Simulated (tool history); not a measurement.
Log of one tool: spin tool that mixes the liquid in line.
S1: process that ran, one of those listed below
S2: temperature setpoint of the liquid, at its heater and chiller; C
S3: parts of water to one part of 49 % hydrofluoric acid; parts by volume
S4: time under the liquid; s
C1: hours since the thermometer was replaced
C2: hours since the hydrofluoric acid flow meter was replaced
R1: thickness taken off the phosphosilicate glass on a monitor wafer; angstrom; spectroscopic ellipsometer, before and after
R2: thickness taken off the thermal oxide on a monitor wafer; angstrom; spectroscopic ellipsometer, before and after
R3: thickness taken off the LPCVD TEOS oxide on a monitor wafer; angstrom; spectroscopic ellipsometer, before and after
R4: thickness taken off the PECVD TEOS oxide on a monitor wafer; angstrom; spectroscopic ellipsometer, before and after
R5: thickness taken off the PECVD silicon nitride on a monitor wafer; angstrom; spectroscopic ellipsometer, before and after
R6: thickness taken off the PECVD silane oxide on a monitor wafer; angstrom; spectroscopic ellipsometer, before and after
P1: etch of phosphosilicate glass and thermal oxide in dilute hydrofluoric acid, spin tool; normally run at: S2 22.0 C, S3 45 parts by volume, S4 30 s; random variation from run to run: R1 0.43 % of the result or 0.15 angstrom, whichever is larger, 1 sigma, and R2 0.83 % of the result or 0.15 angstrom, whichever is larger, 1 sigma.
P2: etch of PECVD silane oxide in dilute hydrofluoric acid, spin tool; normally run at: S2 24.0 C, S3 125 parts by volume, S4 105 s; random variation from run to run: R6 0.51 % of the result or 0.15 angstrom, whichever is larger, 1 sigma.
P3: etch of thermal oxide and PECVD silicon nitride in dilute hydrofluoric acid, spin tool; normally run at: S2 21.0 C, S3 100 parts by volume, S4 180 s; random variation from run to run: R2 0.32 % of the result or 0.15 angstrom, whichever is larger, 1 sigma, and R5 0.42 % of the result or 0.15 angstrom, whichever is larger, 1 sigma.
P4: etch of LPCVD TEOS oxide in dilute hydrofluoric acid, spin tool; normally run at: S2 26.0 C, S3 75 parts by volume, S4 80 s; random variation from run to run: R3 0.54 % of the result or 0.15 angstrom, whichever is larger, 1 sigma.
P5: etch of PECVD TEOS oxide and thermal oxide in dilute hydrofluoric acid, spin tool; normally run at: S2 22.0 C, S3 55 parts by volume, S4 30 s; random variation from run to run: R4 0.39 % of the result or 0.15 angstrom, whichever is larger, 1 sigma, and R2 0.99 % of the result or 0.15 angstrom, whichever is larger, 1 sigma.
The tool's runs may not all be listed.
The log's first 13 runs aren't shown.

run,hour,S1,S2,S3,S4,C1,C2,R1,R2,R3,R4,R5,R6
14,85.3,P1,22.0,30,30,1255.1,1162.8,1039.90,45.4790,,,,
15,90.0,P1,22.0,45,30,1259.8,1167.5,674.61,29.7720,,,,
16,98.8,P3,21.0,30,180,1268.6,1176.3,,266.2100,,,170.620,
17,106.3,P3,21.0,100,340,1276.1,1183.8,,138.5500,,,99.977,
18,113.6,P1,22.0,65,30,1283.4,1191.1,454.41,19.9240,,,,
19,120.3,P5,22.0,20,30,1290.1,1197.8,,73.1260,,162.780,,
20,126.9,P2,30.5,125,105,1296.7,1204.4,,,,,,411.28
21,133.6,P2,24.0,60,105,1303.4,1211.1,,,,,,722.61
22,140.3,P3,21.0,100,180,1310.1,1217.8,,73.4150,,,52.965,
23,148.3,P1,17.5,45,30,1318.1,1225.8,563.65,24.1310,,,,
24,155.3,P4,26.0,30,80,1325.1,1232.8,,,1439.90,,,
25,163.8,P4,26.0,75,80,1333.6,1241.3,,,540.35,,,
26,169.7,P1,22.0,45,45,1339.5,1247.2,1019.50,43.8350,,,,
27,178.3,P1,22.0,45,15,1348.1,1255.8,338.25,14.8630,,,,

The next listed run, before its measurement:
28,183.2,P1,22.0,45,30,1353.0,1260.7,?,?,,,,

Run 28 gave R1 681.90 angstrom, R2 29.3680 angstrom.

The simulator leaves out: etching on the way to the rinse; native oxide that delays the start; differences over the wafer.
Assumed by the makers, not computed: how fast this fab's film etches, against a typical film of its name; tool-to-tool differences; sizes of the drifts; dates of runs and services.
